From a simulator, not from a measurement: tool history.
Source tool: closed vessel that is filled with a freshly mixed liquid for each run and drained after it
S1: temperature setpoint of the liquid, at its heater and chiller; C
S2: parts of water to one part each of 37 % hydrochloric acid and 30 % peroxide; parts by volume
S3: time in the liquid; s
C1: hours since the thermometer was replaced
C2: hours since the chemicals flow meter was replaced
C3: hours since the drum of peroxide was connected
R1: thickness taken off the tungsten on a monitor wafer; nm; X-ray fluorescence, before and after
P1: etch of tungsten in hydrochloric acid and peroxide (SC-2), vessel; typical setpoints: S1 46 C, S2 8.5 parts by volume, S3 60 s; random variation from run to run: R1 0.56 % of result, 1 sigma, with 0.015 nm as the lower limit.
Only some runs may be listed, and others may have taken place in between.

run	hour	S1	S2	S3	C1	C2	C3	R1
1	2.1	46	8.5	60	479.8	1587.2	156.8	11.951
2	6.6	46	4	60	484.3	1591.7	161.3	20.946
3	11.2	35	8.5	60	488.9	1596.3	165.9	5.4662
4	15.7	46	8.5	60	493.4	1600.8	170.4	11.98
5	20.1	46	8.5	30	497.8	1605.2	174.8	5.9756
6	22.6	46	4	95	500.3	1607.7	177.3	32.796
7	27.1	46	8.5	60	504.8	1612.2	181.8	11.92
8	30.9	36	12	60	508.6	1616	185.6	4.4279
9	33	46	8.5	120	510.7	1618.1	187.7	23.757
10	36.3	46	8.5	60	514	1621.4	191	11.83
11	40.7	52.5	8.5	30	518.4	1625.8	195.4	9.1468
12	45.4	46	12.5	60	523.1	1630.5	200.1	8.6517
13	49.3	46	8.5	60	527	1634.4	204	11.991

The next listed run, before its measurement:
14	51.6	46	8.5	60	529.3	1636.7	206.3	?

{"run 14": {"R1": 11.811}}
